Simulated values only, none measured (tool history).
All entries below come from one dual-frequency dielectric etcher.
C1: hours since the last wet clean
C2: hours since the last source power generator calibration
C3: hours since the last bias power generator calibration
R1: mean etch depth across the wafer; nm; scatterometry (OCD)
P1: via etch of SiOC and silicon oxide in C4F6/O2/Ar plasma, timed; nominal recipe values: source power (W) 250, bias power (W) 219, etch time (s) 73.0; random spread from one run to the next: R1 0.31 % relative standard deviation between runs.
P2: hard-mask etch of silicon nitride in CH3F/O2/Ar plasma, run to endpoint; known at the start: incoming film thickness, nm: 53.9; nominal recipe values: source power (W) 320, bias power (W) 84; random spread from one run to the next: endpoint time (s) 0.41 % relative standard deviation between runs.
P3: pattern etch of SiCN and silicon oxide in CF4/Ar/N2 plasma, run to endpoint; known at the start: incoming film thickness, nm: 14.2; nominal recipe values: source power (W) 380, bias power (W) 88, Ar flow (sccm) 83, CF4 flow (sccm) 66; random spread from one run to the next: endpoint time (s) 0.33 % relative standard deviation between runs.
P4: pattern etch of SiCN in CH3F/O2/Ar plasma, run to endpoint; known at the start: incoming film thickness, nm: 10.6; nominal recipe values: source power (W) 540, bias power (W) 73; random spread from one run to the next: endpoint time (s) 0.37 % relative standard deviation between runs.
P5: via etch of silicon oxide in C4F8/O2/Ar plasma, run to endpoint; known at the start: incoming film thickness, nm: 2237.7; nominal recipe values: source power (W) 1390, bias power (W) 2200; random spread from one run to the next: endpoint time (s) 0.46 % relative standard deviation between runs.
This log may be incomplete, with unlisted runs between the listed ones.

Run 1, hour 5.1: process that ran P1, source power (W) 250, bias power (W) 219, etch time (s) 73.0; C1 67.0; C2 3107.4; C3 2013.7. Result: R1 74.466 nm.
Run 2, hour 11.3: process that ran P4, source power (W) 540, bias power (W) 93; C1 73.2; C2 3113.6; C3 2019.9. Result: endpoint time (s) 23.649.
Run 3, hour 17.3: process that ran P1, source power (W) 250, bias power (W) 219, etch time (s) 55.5; C1 79.2; C2 3119.6; C3 2025.9. Result: R1 57.064 nm.
Run 4, hour 23.0: process that ran P2, source power (W) 230, bias power (W) 84; C1 84.9; C2 3125.3; C3 2031.6. Result: endpoint time (s) 92.438.
Run 5, hour 28.1: process that ran P1, source power (W) 250, bias power (W) 219, etch time (s) 109.5; C1 90.0; C2 3130.4; C3 2036.7. Result: R1 111.970 nm.
Run 6, hour 33.3: process that ran P1, source power (W) 340, bias power (W) 219, etch time (s) 73.0; C1 95.2; C2 3135.6; C3 2041.9. Result: R1 83.714 nm.
Run 7, hour 39.0: process that ran P1, source power (W) 250, bias power (W) 168, etch time (s) 40.0; C1 100.9; C2 3141.3; C3 2047.6. Result: R1 37.347 nm.
Run 8, hour 45.9: process that ran P1, source power (W) 250, bias power (W) 127, etch time (s) 73.0; C1 107.8; C2 3148.2; C3 2054.5. Result: R1 62.283 nm.
Run 9, hour 49.8: process that ran P1, source power (W) 160, bias power (W) 219, etch time (s) 73.0; C1 111.7; C2 3152.1; C3 2058.4. Result: R1 63.221 nm.
Run 10, hour 54.1: process that ran P5, source power (W) 1040, bias power (W) 2200; C1 116.0; C2 3156.4; C3 2062.7. Result: endpoint time (s) 539.320.
Run 11, hour 60.6: process that ran P3, source power (W) 380, bias power (W) 59, Ar flow (sccm) 83, CF4 flow (sccm) 66; C1 122.5; C2 3162.9; C3 2069.2. Result: endpoint time (s) 21.121.
Run 12, hour 66.9: process that ran P5, source power (W) 1390, bias power (W) 1365; C1 128.8; C2 3169.2; C3 2075.5. Result: endpoint time (s) 556.360.
Run 13, hour 70.2: process that ran P1, source power (W) 250, bias power (W) 219, etch time (s) 73.0; C1 132.1; C2 3172.5; C3 2078.8. Result: R1 74.354 nm.
Run 14, hour 74.9: process that ran P3, source power (W) 380, bias power (W) 88, Ar flow (sccm) 116, CF4 flow (sccm) 66; C1 136.8; C2 3177.2; C3 2083.5. Result: endpoint time (s) 19.340.
Run 15, hour 80.0: process that ran P5, source power (W) 1390, bias power (W) 2200; C1 141.9; C2 3182.3; C3 2088.6. Result: endpoint time (s) 479.860.
Run 16, hour 84.7: process that ran P2, source power (W) 320, bias power (W) 84; C1 146.6; C2 3187.0; C3 2093.3. Result: endpoint time (s) 81.413.
Run 17, hour 89.0: process that ran P1, source power (W) 290, bias power (W) 219, etch time (s) 55.0; C1 150.9; C2 3191.3; C3 2097.6. Result: R1 59.448 nm.
Run 18, hour 92.7: process that ran P4, source power (W) 540, bias power (W) 73; C1 154.6; C2 3195.0; C3 2101.3. Result: endpoint time (s) 25.925.
Run 19, hour 99.6: process that ran P4, source power (W) 760, bias power (W) 73; C1 161.5; C2 3201.9; C3 2108.2. Result: endpoint time (s) 22.741.
Run 20, hour 104.8: process that ran P1, source power (W) 250, bias power (W) 284, etch time (s) 73.0; C1 166.7; C2 3207.1; C3 2113.4. Result: R1 81.253 nm.
Run 21, hour 110.9: process that ran P4, source power (W) 540, bias power (W) 73; C1 172.8; C2 3213.2; C3 2119.5. Result: endpoint time (s) 25.787.
Run 22, hour 117.8: process that ran P1, source power (W) 250, bias power (W) 219, etch time (s) 73.0; C1 179.7; C2 3220.1; C3 2126.4. Result: R1 74.039 nm.
Run 23, hour 124.2: process that ran P1, source power (W) 250, bias power (W) 279, etch time (s) 46.5; C1 186.1; C2 3226.5; C3 2132.8. Result: R1 51.495 nm.
Run 24, hour 131.2: process that ran P3, source power (W) 380, bias power (W) 88, Ar flow (sccm) 83, CF4 flow (sccm) 80; C1 193.1; C2 3233.5; C3 2139.8. Result: endpoint time (s) 17.994.
Run 25, hour 135.9: process that ran P1, source power (W) 250, bias power (W) 219, etch time (s) 73.0; C1 197.8; C2 3238.2; C3 2144.5. Result: R1 74.639 nm.
Run 26, hour 141.7: process that ran P3, source power (W) 380, bias power (W) 88, Ar flow (sccm) 83, CF4 flow (sccm) 66; C1 203.6; C2 3244.0; C3 2150.3. Result: endpoint time (s) 18.515.
Run 27, hour 147.4: process that ran P2, source power (W) 320, bias power (W) 84; C1 209.3; C2 3249.7; C3 2156.0. Result: endpoint time (s) 82.215.
Run 28, hour 153.0: process that ran P1, source power (W) 250, bias power (W) 219, etch time (s) 73.0; C1 214.9; C2 3255.3; C3 2161.6. Result: R1 74.583 nm.

Run 29 has not been measured yet. What should we expect?
Run 29, hour 159.7: process that ran P2, source power (W) 320, bias power (W) 105; C1 221.6; C2 3262.0; C3 2168.3. Result: endpoint time (s) ?.

{"run 29": {"endpoint time (s)": 74.893}}
